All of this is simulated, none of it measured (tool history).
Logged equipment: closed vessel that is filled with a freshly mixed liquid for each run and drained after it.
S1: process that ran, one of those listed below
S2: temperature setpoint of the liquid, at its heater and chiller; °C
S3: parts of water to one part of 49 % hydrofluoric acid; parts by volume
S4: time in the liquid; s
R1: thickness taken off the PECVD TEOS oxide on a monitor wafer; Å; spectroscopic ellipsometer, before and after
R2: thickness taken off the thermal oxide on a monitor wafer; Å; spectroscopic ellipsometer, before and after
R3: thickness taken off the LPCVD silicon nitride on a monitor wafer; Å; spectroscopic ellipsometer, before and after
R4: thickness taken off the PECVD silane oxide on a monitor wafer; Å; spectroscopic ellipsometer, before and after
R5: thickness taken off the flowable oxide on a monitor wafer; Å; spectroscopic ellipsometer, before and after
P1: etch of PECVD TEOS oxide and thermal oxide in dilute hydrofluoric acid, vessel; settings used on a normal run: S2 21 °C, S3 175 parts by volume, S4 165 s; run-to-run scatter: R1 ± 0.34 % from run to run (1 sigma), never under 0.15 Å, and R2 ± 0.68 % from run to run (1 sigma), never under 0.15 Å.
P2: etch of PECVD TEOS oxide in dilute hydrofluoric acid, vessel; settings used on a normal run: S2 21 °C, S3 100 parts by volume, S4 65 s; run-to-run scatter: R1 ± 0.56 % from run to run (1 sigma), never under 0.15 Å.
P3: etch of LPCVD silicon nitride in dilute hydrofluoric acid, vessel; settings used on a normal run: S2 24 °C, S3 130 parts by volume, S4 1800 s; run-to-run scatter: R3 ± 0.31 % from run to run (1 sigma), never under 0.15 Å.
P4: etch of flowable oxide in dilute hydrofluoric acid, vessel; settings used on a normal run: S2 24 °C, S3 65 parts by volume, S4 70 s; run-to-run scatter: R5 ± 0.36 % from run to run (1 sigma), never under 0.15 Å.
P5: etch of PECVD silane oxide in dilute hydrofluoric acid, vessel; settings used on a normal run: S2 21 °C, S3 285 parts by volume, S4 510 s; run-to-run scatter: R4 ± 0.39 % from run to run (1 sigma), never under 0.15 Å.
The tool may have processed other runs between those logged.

run 1 day=0.267 | S1=P1 S2=21 S3=175 S4=165 | R1=74.479 R2=36.283
run 2 day=0.475 | S1=P3 S2=24 S3=130 S4=2985 | R3=103.9
run 3 day=0.733 | S1=P2 S2=21 S3=100 S4=65 | R1=80.334
-- day=0.775 thermometer replaced
-- day=0.862 hydrofluoric acid flow meter replaced
run 4 day=0.896 | S1=P2 S2=17 S3=100 S4=65 | R1=68.034
run 5 day=1.175 | S1=P5 S2=21 S3=285 S4=230 | R4=175.11
run 6 day=1.371 | S1=P3 S2=24 S3=70 S4=1800 | R3=115.06
run 7 day=1.612 | S1=P1 S2=17 S3=75 S4=165 | R1=164.21 R2=80
run 8 day=1.846 | S1=P1 S2=21 S3=175 S4=165 | R1=75.157 R2=36.767
run 9 day=2.004 | S1=P1 S2=21 S3=175 S4=165 | R1=74.776 R2=36.692
run 10 day=2.212 | S1=P1 S2=21 S3=175 S4=165 | R1=74.741 R2=36.466
run 11 day=2.367 | S1=P1 S2=29 S3=175 S4=165 | R1=100.14 R2=48.983
run 12 day=2.512 | S1=P1 S2=17 S3=175 S4=165 | R1=63.492 R2=31.572
run 13 day=2.792 | S1=P2 S2=21 S3=100 S4=30 | R1=37.04
run 14 day=3.033 | S1=P1 S2=21 S3=325 S4=165 | R1=34.645 R2=17.281
run 15 day=3.358 | S1=P1 S2=17.5 S3=175 S4=55 | R1=21.616 R2=10.727
run 16 day=3.65 | S1=P5 S2=21 S3=390 S4=510 | R4=260.77
run 17 day=3.854 | S1=P4 S2=24 S3=65 S4=70 | R5=456.7
run 18 day=4.15 | S1=P4 S2=24 S3=110 S4=70 | R5=254.72
run 19 day=4.35 | S1=P3 S2=24 S3=130 S4=1800 | R3=62.688
run 20 day=4.5 | S1=P5 S2=21 S3=285 S4=510 | R4=389.55
run 21 day=4.771 | S1=P2 S2=21 S3=50 S4=65 | R1=171.18
run 22 day=4.938 | S1=P1 S2=21 S3=175 S4=165 | R1=74.442 R2=36.797
run 23 day=5.096 | S1=P5 S2=17 S3=285 S4=510 | R4=335.06
run 24 day=5.296 | S1=P3 S2=24 S3=130 S4=1800 | R3=62.879
run 25 day=5.496 | S1=P5 S2=21 S3=285 S4=510 | R4=390.38
run 26 day=5.671 | S1=P4 S2=18 S3=65 S4=70 | R5=354.4
run 27 day=5.988 | S1=P1 S2=21 S3=175 S4=295 | R1=132.97 R2=65.884
run 28 day=6.292 | S1=P3 S2=17 S3=130 S4=1800 | R3=39.348
run 29 day=6.467 | S1=P2 S2=21 S3=100 S4=65 | R1=81.224
run 30 day=6.767 | S1=P1 S2=21 S3=85 S4=165 | R1=169.32 R2=83.966
run 31 day=6.921 | S1=P4 S2=24 S3=65 S4=120 | R5=774.94
run 32 day=7.242 | S1=P4 S2=24 S3=65 S4=70 | R5=454.68
run 33 day=7.412 | S1=P1 S2=21 S3=175 S4=30 | R1=13.573 R2=6.8469
run 34 day=7.708 | S1=P1 S2=21 S3=175 S4=165 | R1=74.31 R2=35.753

What does the tool deliver on the next run?
run 35 day=7.983 | S1=P1 S2=21 S3=175 S4=165 | R1=? R2=?

R1: 76.34 Å
R2: 37.205 Å

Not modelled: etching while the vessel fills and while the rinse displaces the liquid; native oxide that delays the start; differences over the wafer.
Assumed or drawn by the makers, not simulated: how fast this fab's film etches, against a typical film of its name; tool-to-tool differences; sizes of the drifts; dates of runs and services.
